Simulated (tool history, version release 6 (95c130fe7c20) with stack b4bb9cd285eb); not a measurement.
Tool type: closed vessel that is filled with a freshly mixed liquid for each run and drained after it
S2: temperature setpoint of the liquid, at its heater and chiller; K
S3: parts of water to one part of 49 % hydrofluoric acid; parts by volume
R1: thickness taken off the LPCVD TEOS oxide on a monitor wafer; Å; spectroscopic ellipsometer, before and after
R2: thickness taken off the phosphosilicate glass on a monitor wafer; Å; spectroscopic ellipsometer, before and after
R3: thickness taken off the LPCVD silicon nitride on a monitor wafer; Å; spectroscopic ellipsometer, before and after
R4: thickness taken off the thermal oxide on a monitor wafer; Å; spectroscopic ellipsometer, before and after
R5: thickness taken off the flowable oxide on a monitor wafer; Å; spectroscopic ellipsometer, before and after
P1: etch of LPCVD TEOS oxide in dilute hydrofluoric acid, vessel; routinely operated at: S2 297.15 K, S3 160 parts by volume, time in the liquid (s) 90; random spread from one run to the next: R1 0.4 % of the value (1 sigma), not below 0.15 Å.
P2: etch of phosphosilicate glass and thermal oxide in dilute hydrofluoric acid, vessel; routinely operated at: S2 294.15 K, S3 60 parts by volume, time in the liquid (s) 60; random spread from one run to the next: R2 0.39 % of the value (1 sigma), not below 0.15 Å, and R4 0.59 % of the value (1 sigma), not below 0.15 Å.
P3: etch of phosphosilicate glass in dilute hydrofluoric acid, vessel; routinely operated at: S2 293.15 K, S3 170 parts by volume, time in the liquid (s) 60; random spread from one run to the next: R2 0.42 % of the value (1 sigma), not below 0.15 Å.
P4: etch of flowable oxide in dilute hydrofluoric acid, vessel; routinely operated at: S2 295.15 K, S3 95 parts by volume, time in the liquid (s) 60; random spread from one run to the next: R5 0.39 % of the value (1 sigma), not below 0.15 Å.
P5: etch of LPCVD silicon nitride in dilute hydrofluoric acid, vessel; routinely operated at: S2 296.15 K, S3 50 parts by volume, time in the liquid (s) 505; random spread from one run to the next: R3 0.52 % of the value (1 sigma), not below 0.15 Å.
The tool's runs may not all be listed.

run 1 hour=6.0 | process_that_ran=P1 S2=297.15 S3=160 time_in_the_liquid_(s)=90 | R1=102.780
run 2 hour=10.1 | process_that_ran=P1 S2=297.15 S3=160 time_in_the_liquid_(s)=90 | R1=102.260
run 3 hour=17.2 | process_that_ran=P3 S2=293.15 S3=170 time_in_the_liquid_(s)=115 | R2=410.46
run 4 hour=25.1 | process_that_ran=P5 S2=296.15 S3=50 time_in_the_liquid_(s)=505 | R3=47.2340
run 5 hour=32.3 | process_that_ran=P1 S2=297.15 S3=160 time_in_the_liquid_(s)=90 | R1=101.540
run 6 hour=40.4 | process_that_ran=P2 S2=294.15 S3=60 time_in_the_liquid_(s)=60 | R2=701.38 R4=42.338
run 7 hour=44.5 | process_that_ran=P4 S2=303.65 S3=95 time_in_the_liquid_(s)=60 | R5=482.20
-- hour=49.6 hydrofluoric acid flow meter replaced
run 8 hour=49.8 | process_that_ran=P1 S2=297.15 S3=245 time_in_the_liquid_(s)=90 | R1=60.871
run 9 hour=53.9 | process_that_ran=P3 S2=293.15 S3=170 time_in_the_liquid_(s)=60 | R2=214.62
run 10 hour=58.1 | process_that_ran=P1 S2=297.15 S3=50 time_in_the_liquid_(s)=160 | R1=662.510
run 11 hour=62.8 | process_that_ran=P1 S2=290.15 S3=160 time_in_the_liquid_(s)=90 | R1=77.502
run 12 hour=68.6 | process_that_ran=P1 S2=301.15 S3=160 time_in_the_liquid_(s)=90 | R1=118.170
run 13 hour=76.4 | process_that_ran=P4 S2=295.15 S3=165 time_in_the_liquid_(s)=60 | R5=184.85
run 14 hour=84.5 | process_that_ran=P3 S2=290.15 S3=170 time_in_the_liquid_(s)=60 | R2=190.58
run 15 hour=88.8 | process_that_ran=P5 S2=296.15 S3=50 time_in_the_liquid_(s)=70 | R3=6.7215
run 16 hour=95.4 | process_that_ran=P1 S2=290.65 S3=100 time_in_the_liquid_(s)=90 | R1=134.960
run 17 hour=99.1 | process_that_ran=P2 S2=302.15 S3=60 time_in_the_liquid_(s)=60 | R2=967.16 R4=57.819
run 18 hour=106.7 | process_that_ran=P2 S2=294.15 S3=110 time_in_the_liquid_(s)=60 | R2=359.52 R4=21.646
run 19 hour=110.8 | process_that_ran=P3 S2=293.15 S3=255 time_in_the_liquid_(s)=60 | R2=132.41
run 20 hour=115.9 | process_that_ran=P5 S2=300.15 S3=50 time_in_the_liquid_(s)=505 | R3=62.4920
run 21 hour=123.3 | process_that_ran=P1 S2=297.15 S3=160 time_in_the_liquid_(s)=90 | R1=102.350
run 22 hour=129.6 | process_that_ran=P2 S2=294.15 S3=60 time_in_the_liquid_(s)=60 | R2=701.95 R4=42.346
run 23 hour=136.0 | process_that_ran=P1 S2=297.15 S3=50 time_in_the_liquid_(s)=90 | R1=375.560
-- hour=138.4 thermometer replaced
run 24 hour=140.2 | process_that_ran=P1 S2=297.15 S3=160 time_in_the_liquid_(s)=90 | R1=101.800
run 25 hour=146.8 | process_that_ran=P1 S2=297.15 S3=160 time_in_the_liquid_(s)=140 | R1=159.240
run 26 hour=152.1 | process_that_ran=P5 S2=296.15 S3=50 time_in_the_liquid_(s)=505 | R3=47.6810
run 27 hour=158.0 | process_that_ran=P1 S2=297.15 S3=160 time_in_the_liquid_(s)=40 | R1=45.026
run 28 hour=166.0 | process_that_ran=P1 S2=297.15 S3=230 time_in_the_liquid_(s)=130 | R1=95.150
run 29 hour=170.5 | process_that_ran=P4 S2=295.15 S3=95 time_in_the_liquid_(s)=30 | R5=174.64
run 30 hour=177.6 | process_that_ran=P2 S2=294.15 S3=60 time_in_the_liquid_(s)=115 | R2=1332.90 R4=80.109
run 31 hour=185.0 | process_that_ran=P5 S2=296.15 S3=20 time_in_the_liquid_(s)=505 | R3=114.7300
run 32 hour=191.6 | process_that_ran=P4 S2=295.15 S3=95 time_in_the_liquid_(s)=60 | R5=347.41
run 33 hour=196.1 | process_that_ran=P1 S2=297.15 S3=160 time_in_the_liquid_(s)=90 | R1=102.070
run 34 hour=204.1 | process_that_ran=P1 S2=297.15 S3=160 time_in_the_liquid_(s)=90 | R1=102.020
run 35 hour=209.0 | process_that_ran=P1 S2=297.15 S3=160 time_in_the_liquid_(s)=90 | R1=99.455
run 36 hour=212.7 | process_that_ran=P1 S2=297.15 S3=160 time_in_the_liquid_(s)=90 | R1=98.266
run 37 hour=219.1 | process_that_ran=P1 S2=297.15 S3=160 time_in_the_liquid_(s)=90 | R1=96.192
run 38 hour=226.5 | process_that_ran=P1 S2=297.15 S3=160 time_in_the_liquid_(s)=90 | R1=95.636
run 39 hour=231.6 | process_that_ran=P1 S2=297.15 S3=160 time_in_the_liquid_(s)=90 | R1=94.457
run 40 hour=237.0 | process_that_ran=P1 S2=297.15 S3=160 time_in_the_liquid_(s)=90 | R1=94.737
run 41 hour=243.2 | process_that_ran=P1 S2=297.15 S3=160 time_in_the_liquid_(s)=90 | R1=93.447
run 42 hour=247.3 | process_that_ran=P1 S2=297.15 S3=160 time_in_the_liquid_(s)=90 | R1=94.522
run 43 hour=253.8 | process_that_ran=P1 S2=297.15 S3=160 time_in_the_liquid_(s)=90 | R1=94.675

Something has made what P1 gives creep away from where it was; the 2 causes below, each at its own stated size, fit the log equally well:
A: hydrofluoric acid flow below the setpoint (%) = 6.74
B: liquid colder than its thermometer reads (K) = 2.16
Onset of the creep was near hour 204.1.

The 4 check runs listed below each average the results of 2 wafers, and their outcomes are marked with question marks. Under which run would the listed causes produce clearly different results?
run check 1 hour=260.3 | process_that_ran=P2 S2=301.15 S3=100 time_in_the_liquid_(s)=60 | R2=? R4=?
run check 2 hour=260.3 | process_that_ran=P5 S2=296.15 S3=30 time_in_the_liquid_(s)=90 | R3=?
run check 3 hour=260.3 | process_that_ran=P3 S2=293.15 S3=170 time_in_the_liquid_(s)=115 | R2=?
run check 4 hour=260.3 | process_that_ran=P4 S2=300.65 S3=95 time_in_the_liquid_(s)=30 | R5=?

If the cause were each of the candidates in turn, the checks would give the following:
check=check_1 result=R2 if_A=489.02 if_B=487.15
check=check_1 result=R4 if_A=29.309 if_B=29.198
check=check_2 result=R3 if_A=12.9520 if_B=11.9340
check=check_3 result=R2 if_A=378.34 if_B=376.95
check=check_4 result=R5 if_A=198.75 if_B=197.75
Per check, the gap between the least separated pair of causes, taken in the result that splits them most: check 1 0.38 %; check 2 8.19 %; check 3 0.37 %; check 4 0.5 %
Check 2 is the one run that separates the causes; every other check would come out nearly the same whichever cause is at work.

Check 2 was then run and gave: R3 13.0230 Å. Which cause is it?

Of the candidate causes, it is A: hydrofluoric acid flow below the setpoint (%).
